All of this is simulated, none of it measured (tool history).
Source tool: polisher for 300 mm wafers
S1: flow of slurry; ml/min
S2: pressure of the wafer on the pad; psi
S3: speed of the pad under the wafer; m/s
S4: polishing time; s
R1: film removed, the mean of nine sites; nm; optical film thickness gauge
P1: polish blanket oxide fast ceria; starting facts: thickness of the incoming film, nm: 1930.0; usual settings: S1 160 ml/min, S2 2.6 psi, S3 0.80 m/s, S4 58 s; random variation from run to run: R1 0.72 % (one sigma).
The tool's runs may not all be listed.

{"run": 1, "day": 0.183, "S1": 160, "S2": 2.6, "S3": 0.8, "S4": 58, "R1": 723.87}
{"run": 2, "day": 0.492, "S1": 245, "S2": 2.6, "S3": 0.8, "S4": 58, "R1": 780.4}
{"run": 3, "day": 0.75, "S1": 160, "S2": 2.6, "S3": 0.8, "S4": 79, "R1": 998.41}
{"run": 4, "day": 0.946, "S1": 160, "S2": 2.6, "S3": 0.8, "S4": 58, "R1": 728.67}
{"run": 5, "day": 1.238, "S1": 95, "S2": 2.6, "S3": 0.38, "S4": 58, "R1": 313.3}
{"run": 6, "day": 1.429, "S1": 95, "S2": 2.6, "S3": 0.8, "S4": 58, "R1": 654.56}
{"run": 7, "day": 1.583, "S1": 160, "S2": 2.6, "S3": 0.8, "S4": 58, "R1": 731.01}
{"run": 8, "day": 1.762, "S1": 160, "S2": 2.6, "S3": 0.8, "S4": 58, "R1": 724.61}
{"day": 1.883, "done": "slurry nozzle cleaned"}
{"run": 9, "day": 1.9, "S1": 195, "S2": 2.6, "S3": 0.8, "S4": 77, "R1": 994.93}
{"run": 10, "day": 2.075, "S1": 160, "S2": 2.6, "S3": 0.8, "S4": 33, "R1": 416.69}
{"run": 11, "day": 2.362, "S1": 160, "S2": 2.6, "S3": 0.36, "S4": 58, "R1": 329.43}
{"run": 12, "day": 2.571, "S1": 160, "S2": 1.8, "S3": 0.8, "S4": 58, "R1": 501.55}
{"run": 13, "day": 2.838, "S1": 160, "S2": 3.8, "S3": 0.8, "S4": 58, "R1": 1069.5}
{"run": 14, "day": 3.008, "S1": 160, "S2": 2.6, "S3": 1.26, "S4": 58, "R1": 1160.2}
{"run": 15, "day": 3.229, "S1": 160, "S2": 2.6, "S3": 0.8, "S4": 58, "R1": 722.4}
{"run": 16, "day": 3.508, "S1": 160, "S2": 2.6, "S3": 0.8, "S4": 58, "R1": 706.6}
{"run": 17, "day": 3.792, "S1": 160, "S2": 2.6, "S3": 0.8, "S4": 58, "R1": 691.08}
{"run": 18, "day": 4.021, "S1": 160, "S2": 2.6, "S3": 0.8, "S4": 58, "R1": 686.83}
{"day": 4.05, "done": "head pressure recalibrated"}
{"run": 19, "day": 4.2, "S1": 160, "S2": 2.6, "S3": 0.8, "S4": 58, "R1": 681.55}

What will run 20 give?
{"run": 20, "day": 4.429, "S1": 160, "S2": 2.6, "S3": 0.8, "S4": 58, "R1": "?"}

Logged for run 20: R1 669.06 nm.

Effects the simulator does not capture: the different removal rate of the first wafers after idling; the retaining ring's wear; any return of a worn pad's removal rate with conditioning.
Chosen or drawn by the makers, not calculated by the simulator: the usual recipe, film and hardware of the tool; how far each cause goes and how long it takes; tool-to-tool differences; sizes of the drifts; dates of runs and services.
